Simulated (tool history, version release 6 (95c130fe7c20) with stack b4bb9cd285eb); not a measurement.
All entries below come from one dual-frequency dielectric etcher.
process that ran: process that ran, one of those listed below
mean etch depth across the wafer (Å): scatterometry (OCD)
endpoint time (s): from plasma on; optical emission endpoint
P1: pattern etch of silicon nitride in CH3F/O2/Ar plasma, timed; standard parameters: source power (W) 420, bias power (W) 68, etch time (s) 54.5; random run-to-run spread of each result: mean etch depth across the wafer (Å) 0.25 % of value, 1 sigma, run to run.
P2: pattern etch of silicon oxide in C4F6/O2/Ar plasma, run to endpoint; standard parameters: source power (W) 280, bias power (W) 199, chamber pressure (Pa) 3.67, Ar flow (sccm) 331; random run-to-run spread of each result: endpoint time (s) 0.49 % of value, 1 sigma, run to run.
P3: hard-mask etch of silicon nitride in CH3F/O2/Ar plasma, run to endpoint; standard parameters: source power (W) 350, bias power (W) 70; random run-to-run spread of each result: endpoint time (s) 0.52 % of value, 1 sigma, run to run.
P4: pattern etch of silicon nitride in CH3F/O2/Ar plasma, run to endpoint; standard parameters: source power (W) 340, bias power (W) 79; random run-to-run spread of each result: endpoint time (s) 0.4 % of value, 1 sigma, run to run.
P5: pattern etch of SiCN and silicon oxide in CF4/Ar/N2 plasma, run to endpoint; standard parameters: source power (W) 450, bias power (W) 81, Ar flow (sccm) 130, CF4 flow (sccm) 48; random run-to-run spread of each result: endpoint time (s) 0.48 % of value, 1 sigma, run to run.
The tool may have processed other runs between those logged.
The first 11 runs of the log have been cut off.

run    day  process that ran  source power (W)  bias power (W)  etch time (s)  Ar flow (sccm)  CF4 flow (sccm)  chamber pressure (Pa)  mean etch depth across the wafer (Å)  endpoint time (s)
 12  5.221                P4               340              96                                                                                                                          33.662
 13  5.783                P1               570              92           54.5                                                                                        467.63
 14  6.425                P2               280             199                            448                                    3.67                                                   13.284
 15  6.812                P4               340              79                                                                                                                          36.204
 16  7.283                P1               420              68           70.5                                                                                         486.9
 17  7.971                P5               450             111                            130               48                                                                          10.654
 18  8.383                P3               350              43                                                                                                                          72.504
 19  8.938                P4               250              79                                                                                                                          40.835

What does the tool deliver on the next run?
 20  9.417                P5               450              81                            130               48                                                                               ?

{"run 20": {"endpoint time (s)": 11.948}}

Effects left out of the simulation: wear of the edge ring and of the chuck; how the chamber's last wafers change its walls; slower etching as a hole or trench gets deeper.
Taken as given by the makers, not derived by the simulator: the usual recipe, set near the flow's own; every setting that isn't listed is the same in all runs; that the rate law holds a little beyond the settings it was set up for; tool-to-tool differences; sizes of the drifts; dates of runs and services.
